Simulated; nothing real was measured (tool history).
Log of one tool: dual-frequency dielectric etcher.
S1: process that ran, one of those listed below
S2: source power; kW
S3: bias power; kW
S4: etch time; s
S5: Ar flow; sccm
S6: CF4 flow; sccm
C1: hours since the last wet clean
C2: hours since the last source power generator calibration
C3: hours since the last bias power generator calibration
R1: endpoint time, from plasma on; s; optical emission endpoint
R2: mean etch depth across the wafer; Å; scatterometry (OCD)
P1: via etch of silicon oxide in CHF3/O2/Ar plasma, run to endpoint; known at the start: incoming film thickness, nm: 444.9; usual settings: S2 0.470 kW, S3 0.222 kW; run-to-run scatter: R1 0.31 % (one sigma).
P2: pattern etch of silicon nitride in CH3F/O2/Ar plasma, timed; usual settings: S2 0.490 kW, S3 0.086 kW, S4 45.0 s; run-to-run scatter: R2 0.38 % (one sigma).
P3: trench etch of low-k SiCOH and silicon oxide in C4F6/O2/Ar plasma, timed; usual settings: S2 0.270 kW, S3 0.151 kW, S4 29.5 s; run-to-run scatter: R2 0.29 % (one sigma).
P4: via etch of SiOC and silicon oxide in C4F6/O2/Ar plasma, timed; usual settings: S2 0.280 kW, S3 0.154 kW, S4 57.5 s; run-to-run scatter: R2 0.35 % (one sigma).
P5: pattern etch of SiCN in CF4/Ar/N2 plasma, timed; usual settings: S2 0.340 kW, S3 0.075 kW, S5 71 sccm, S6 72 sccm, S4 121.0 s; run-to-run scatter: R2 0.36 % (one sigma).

run,hour,S1,S2,S3,S4,S5,S6,C1,C2,C3,R1,R2
1,7.9,P1,0.470,0.222,,,,84.7,1935.5,2065.3,232.59,
2,19.2,P4,0.280,0.154,57.5,,,96.0,1946.8,2076.6,,558.10
3,31.9,P5,0.340,0.075,66.5,71,72,108.7,1959.5,2089.3,,459.33
4,42.8,P5,0.340,0.075,121.0,71,49,119.6,1970.4,2100.2,,792.59
5,50.3,P3,0.270,0.091,29.5,,,127.1,1977.9,2107.7,,625.12
6,62.9,P1,0.470,0.222,,,,139.7,1990.5,2120.3,232.36,
7,70.9,P2,0.490,0.086,45.0,,,147.7,1998.5,2128.3,,360.98
8,83.3,P4,0.190,0.154,57.5,,,160.1,2010.9,2140.7,,475.97
9,91.0,P1,0.470,0.222,,,,167.8,2018.6,2148.4,231.99,
10,96.5,P4,0.280,0.154,57.5,,,173.3,2024.1,2153.9,,554.06
11,108.0,P4,0.280,0.124,57.5,,,184.8,2035.6,2165.4,,516.54
12,120.2,P2,0.490,0.086,59.0,,,197.0,2047.8,2177.6,,473.35
# hour 121.0: bias power generator calibrated
13,127.2,P3,0.270,0.151,16.0,,,204.0,2054.8,6.3,,396.35
14,133.7,P3,0.370,0.151,29.5,,,210.5,2061.3,12.8,,827.52
15,146.1,P5,0.340,0.075,121.0,42,72,222.9,2073.7,25.2,,884.23
16,158.5,P1,0.470,0.130,,,,235.3,2086.1,37.6,278.14,
17,171.0,P1,0.320,0.168,,,,247.8,2098.6,50.1,294.40,
18,179.1,P1,0.470,0.222,,,,255.9,2106.7,58.2,231.62,
19,191.3,P1,0.280,0.222,,,,268.1,2118.9,70.4,282.77,
20,202.4,P2,0.490,0.086,45.0,,,279.2,2130.0,81.5,,360.47
21,213.5,P3,0.270,0.151,29.5,,,290.3,2141.1,92.6,,731.53
22,220.4,P1,0.470,0.286,,,,297.2,2148.0,99.5,213.58,
23,231.9,P2,0.370,0.086,45.0,,,308.7,2159.5,111.0,,323.63
24,239.9,P1,0.470,0.222,,,,316.7,2167.5,119.0,232.49,
25,247.3,P2,0.490,0.107,45.0,,,324.1,2174.9,126.4,,388.68
26,259.5,P5,0.340,0.075,121.0,71,72,336.3,2187.1,138.6,,836.35
27,269.2,P4,0.280,0.154,31.5,,,346.0,2196.8,148.3,,305.76
28,280.0,P1,0.610,0.222,,,,356.8,2207.6,159.1,210.80,
29,287.8,P5,0.340,0.090,121.0,71,72,364.6,2215.4,166.9,,895.68
30,295.4,P1,0.300,0.286,,,,372.2,2223.0,174.5,249.66,
31,308.1,P5,0.410,0.075,121.0,71,72,384.9,2235.7,187.2,,982.28
32,314.5,P1,0.610,0.152,,,,391.3,2242.1,193.6,236.98,
33,325.4,P5,0.340,0.075,121.0,71,72,402.2,2253.0,204.5,,837.41
34,336.5,P1,0.470,0.222,,,,413.3,2264.1,215.6,232.22,
35,343.2,P1,0.470,0.222,,,,420.0,2270.8,222.3,230.47,
36,349.8,P1,0.470,0.222,,,,426.6,2277.4,228.9,230.55,
37,361.0,P1,0.470,0.222,,,,437.8,2288.6,240.1,229.77,
38,371.2,P1,0.470,0.222,,,,448.0,2298.8,250.3,230.11,
# hour 375.3: wet clean of the chamber
39,381.3,P1,0.470,0.222,,,,6.0,2308.9,260.4,228.89,
40,386.8,P1,0.470,0.222,,,,11.5,2314.4,265.9,229.13,
41,393.2,P1,0.470,0.222,,,,17.9,2320.8,272.3,228.11,
42,405.5,P1,0.470,0.222,,,,30.2,2333.1,284.6,228.26,
43,413.5,P1,0.470,0.222,,,,38.2,2341.1,292.6,229.89,
44,419.4,P1,0.470,0.222,,,,44.1,2347.0,298.5,228.89,
45,429.5,P1,0.470,0.222,,,,54.2,2357.1,308.6,229.99,

What P1 gives has crept away from where it was. These 2 causes fit the log equally well, each at the size given:
A: source power that arrives over what is set, % = 4.23
B: bias power that arrives over what is set, % = 4.47
The creep began at about hour 336.5.
Why every other cause is out:
chamber walls in a state that raises the etch rate, %: serviced at hour 375.3, which brought nothing back

4 check runs are offered, each on 2 wafers whose results are averaged, their results left as question marks. Which one tells the causes apart?
check 1,439.6,P5,0.340,0.075,73.5,71,72,,,,,?
check 2,439.6,P3,0.340,0.106,29.5,,,,,,,?
check 3,439.6,P2,0.490,0.105,45.0,,,,,,,?
check 4,439.6,P4,0.190,0.154,31.5,,,,,,,?

What each check would give under each cause:
check,result,if A,if B
check 1,R2,525.96,514.71
check 2,R2,730.45,727.36
check 3,R2,394.93,395.17
check 4,R2,265.86,265.46
How far apart the two closest causes lie, in the result that separates them most: check 1 2.16 %; check 2 0.42 %; check 3 0.06 %; check 4 0.15 %
Only check 1 tells the causes apart: in the others they would give nearly the same result.

Then check 1 was run and gave: R2 517.52 Å. Which cause is it?

It is B: bias power that arrives over what is set, %.

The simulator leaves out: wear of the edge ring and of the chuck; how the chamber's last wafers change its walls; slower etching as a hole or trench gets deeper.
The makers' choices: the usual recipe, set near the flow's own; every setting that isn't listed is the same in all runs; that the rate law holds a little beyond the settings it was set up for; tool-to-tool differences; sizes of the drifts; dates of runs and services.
